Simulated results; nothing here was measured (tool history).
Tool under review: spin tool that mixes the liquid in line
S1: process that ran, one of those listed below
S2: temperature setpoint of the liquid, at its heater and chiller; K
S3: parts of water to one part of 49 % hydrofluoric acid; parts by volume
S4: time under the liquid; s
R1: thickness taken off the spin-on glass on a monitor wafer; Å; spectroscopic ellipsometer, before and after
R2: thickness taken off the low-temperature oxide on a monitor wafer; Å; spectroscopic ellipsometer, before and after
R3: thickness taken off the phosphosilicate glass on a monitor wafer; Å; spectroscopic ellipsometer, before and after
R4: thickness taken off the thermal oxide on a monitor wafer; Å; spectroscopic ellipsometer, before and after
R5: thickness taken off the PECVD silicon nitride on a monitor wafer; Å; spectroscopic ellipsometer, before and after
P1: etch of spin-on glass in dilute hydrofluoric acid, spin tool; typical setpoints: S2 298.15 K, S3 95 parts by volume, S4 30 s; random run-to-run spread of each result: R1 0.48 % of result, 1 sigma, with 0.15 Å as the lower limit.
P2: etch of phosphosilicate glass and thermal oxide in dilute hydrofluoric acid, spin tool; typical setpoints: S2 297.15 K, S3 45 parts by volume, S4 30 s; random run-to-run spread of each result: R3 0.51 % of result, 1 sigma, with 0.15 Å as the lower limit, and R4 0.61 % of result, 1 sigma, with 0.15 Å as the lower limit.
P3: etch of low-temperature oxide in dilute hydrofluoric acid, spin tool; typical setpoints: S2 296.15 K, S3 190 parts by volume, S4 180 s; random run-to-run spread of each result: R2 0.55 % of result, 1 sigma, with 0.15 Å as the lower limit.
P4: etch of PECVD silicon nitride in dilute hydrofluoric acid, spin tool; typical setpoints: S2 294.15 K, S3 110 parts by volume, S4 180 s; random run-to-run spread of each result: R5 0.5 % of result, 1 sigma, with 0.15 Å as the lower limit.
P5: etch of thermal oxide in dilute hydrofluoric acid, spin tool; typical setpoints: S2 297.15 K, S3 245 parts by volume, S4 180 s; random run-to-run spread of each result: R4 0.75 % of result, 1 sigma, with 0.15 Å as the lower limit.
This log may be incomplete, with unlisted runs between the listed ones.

run   hour  S1      S2   S3   S4      R1       R2      R3      R4       R5
  1   14.9  P1  298.15   95   30  229.29
  2   26.8  P1  298.15   95   30  228.99
  3   43.4  P1  298.15   95   30  230.92
  4   54.5  P1  290.15   95   30  164.36
  5   63.2  P1  298.15   95   30  230.85
  6   79.7  P1  298.15   95   30  228.26
  7   90.1  P3  296.15  285  180           51.707
  8  108.5  P3  296.15  190  355          169.770
  9  120.4  P1  298.15  140   50  245.27
 10  139.3  P2  303.65   45   30                   737.47  46.804
 11  158.0  P5  297.15  245  180                           29.831
 12  177.0  P1  298.15   55   30  411.57
 13  194.2  P1  304.15   95   30  287.75
 14  206.7  P1  298.15   95   15  113.80
 15  220.5  P4  294.15  110  180                                    47.179
 16  230.2  P2  297.15   45   30                   571.16  35.555
 17  243.5  P1  303.15   30   30  973.27
 18  255.4  P5  297.15  245   65                           10.639
 19  274.4  P5  297.15  160  180                           50.403
 20  288.9  P1  290.15   95   45  245.88
 21  297.8  P4  294.15  110  320                                    82.647
 22  313.7  P5  290.15  245  180                           22.738
 23  324.7  P4  294.15   20  180                                   243.340

What will run 24 give?
 24  334.7  P3  302.15  190  180       ?

{"run 24": {"R2": 108.78}}
